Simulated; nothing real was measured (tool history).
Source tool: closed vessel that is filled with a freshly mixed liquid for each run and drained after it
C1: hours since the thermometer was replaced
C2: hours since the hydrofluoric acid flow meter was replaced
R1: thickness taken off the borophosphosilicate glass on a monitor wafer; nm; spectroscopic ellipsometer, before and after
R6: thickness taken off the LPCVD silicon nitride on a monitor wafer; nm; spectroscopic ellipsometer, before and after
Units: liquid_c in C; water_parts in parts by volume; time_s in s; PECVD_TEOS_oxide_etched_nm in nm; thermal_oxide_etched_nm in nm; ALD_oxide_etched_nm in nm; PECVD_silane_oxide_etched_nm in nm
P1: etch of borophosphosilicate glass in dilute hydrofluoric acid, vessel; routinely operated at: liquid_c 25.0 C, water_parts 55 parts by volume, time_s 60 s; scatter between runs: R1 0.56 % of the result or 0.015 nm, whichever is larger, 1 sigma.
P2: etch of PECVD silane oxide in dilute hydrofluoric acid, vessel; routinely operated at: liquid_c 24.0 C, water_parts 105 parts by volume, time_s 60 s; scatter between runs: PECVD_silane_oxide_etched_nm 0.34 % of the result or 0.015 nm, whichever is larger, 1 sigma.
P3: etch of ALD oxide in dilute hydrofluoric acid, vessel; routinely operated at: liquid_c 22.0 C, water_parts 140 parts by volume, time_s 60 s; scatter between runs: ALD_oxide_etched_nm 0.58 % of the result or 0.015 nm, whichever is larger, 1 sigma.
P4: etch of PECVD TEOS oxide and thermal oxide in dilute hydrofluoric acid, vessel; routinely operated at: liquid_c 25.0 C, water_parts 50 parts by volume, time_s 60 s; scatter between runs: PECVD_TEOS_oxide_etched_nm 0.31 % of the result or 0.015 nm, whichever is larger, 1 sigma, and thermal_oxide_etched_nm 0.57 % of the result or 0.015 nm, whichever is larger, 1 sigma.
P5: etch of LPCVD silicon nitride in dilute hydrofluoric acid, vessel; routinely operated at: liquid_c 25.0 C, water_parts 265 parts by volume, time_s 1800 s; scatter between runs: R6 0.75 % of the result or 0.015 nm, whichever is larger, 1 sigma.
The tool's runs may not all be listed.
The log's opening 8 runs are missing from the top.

run 9 hour=90.1 | process=P2 liquid_c=24.0 water_parts=35 time_s=60 | C1=685.6 C2=487.0 | PECVD_silane_oxide_etched_nm=56.006
run 10 hour=100.9 | process=P2 liquid_c=24.0 water_parts=105 time_s=60 | C1=696.4 C2=497.8 | PECVD_silane_oxide_etched_nm=16.862
run 11 hour=108.1 | process=P4 liquid_c=25.0 water_parts=50 time_s=30 | C1=703.6 C2=505.0 | PECVD_TEOS_oxide_etched_nm=12.448 thermal_oxide_etched_nm=3.0549
run 12 hour=120.4 | process=P2 liquid_c=20.5 water_parts=105 time_s=60 | C1=715.9 C2=517.3 | PECVD_silane_oxide_etched_nm=14.691
run 13 hour=133.3 | process=P1 liquid_c=25.0 water_parts=20 time_s=110 | C1=728.8 C2=530.2 | R1=240.200
run 14 hour=147.2 | process=P3 liquid_c=22.0 water_parts=140 time_s=60 | C1=742.7 C2=544.1 | ALD_oxide_etched_nm=9.0816
run 15 hour=157.4 | process=P1 liquid_c=25.0 water_parts=55 time_s=60 | C1=752.9 C2=554.3 | R1=45.126
run 16 hour=165.8 | process=P1 liquid_c=29.0 water_parts=55 time_s=60 | C1=761.3 C2=562.7 | R1=52.880
run 17 hour=177.5 | process=P1 liquid_c=25.0 water_parts=55 time_s=60 | C1=773.0 C2=574.4 | R1=45.505
run 18 hour=188.3 | process=P2 liquid_c=24.0 water_parts=105 time_s=60 | C1=783.8 C2=585.2 | PECVD_silane_oxide_etched_nm=16.827
run 19 hour=200.4 | process=P1 liquid_c=19.0 water_parts=55 time_s=60 | C1=795.9 C2=597.3 | R1=35.032
run 20 hour=213.2 | process=P5 liquid_c=33.0 water_parts=265 time_s=1800 | C1=808.7 C2=610.1 | R6=5.7023
run 21 hour=226.6 | process=P1 liquid_c=25.0 water_parts=55 time_s=95 | C1=822.1 C2=623.5 | R1=71.759
run 22 hour=235.9 | process=P1 liquid_c=25.0 water_parts=20 time_s=60 | C1=831.4 C2=632.8 | R1=130.300
run 23 hour=247.4 | process=P5 liquid_c=25.0 water_parts=405 time_s=1800 | C1=842.9 C2=644.3 | R6=2.3868
run 24 hour=257.7 | process=P5 liquid_c=25.0 water_parts=265 time_s=1800 | C1=853.2 C2=654.6 | R6=3.5722
run 25 hour=269.4 | process=P5 liquid_c=25.0 water_parts=265 time_s=2715 | C1=864.9 C2=666.3 | R6=5.3868
run 26 hour=282.9 | process=P1 liquid_c=25.0 water_parts=55 time_s=60 | C1=878.4 C2=679.8 | R1=45.145
run 27 hour=291.1 | process=P4 liquid_c=19.0 water_parts=50 time_s=60 | C1=886.6 C2=688.0 | PECVD_TEOS_oxide_etched_nm=19.314 thermal_oxide_etched_nm=4.8585

What does the tool deliver on the next run?
run 28 hour=303.6 | process=P2 liquid_c=24.0 water_parts=105 time_s=90 | C1=899.1 C2=700.5 | PECVD_silane_oxide_etched_nm=?

{"run 28": {"PECVD_silane_oxide_etched_nm": 25.494}}

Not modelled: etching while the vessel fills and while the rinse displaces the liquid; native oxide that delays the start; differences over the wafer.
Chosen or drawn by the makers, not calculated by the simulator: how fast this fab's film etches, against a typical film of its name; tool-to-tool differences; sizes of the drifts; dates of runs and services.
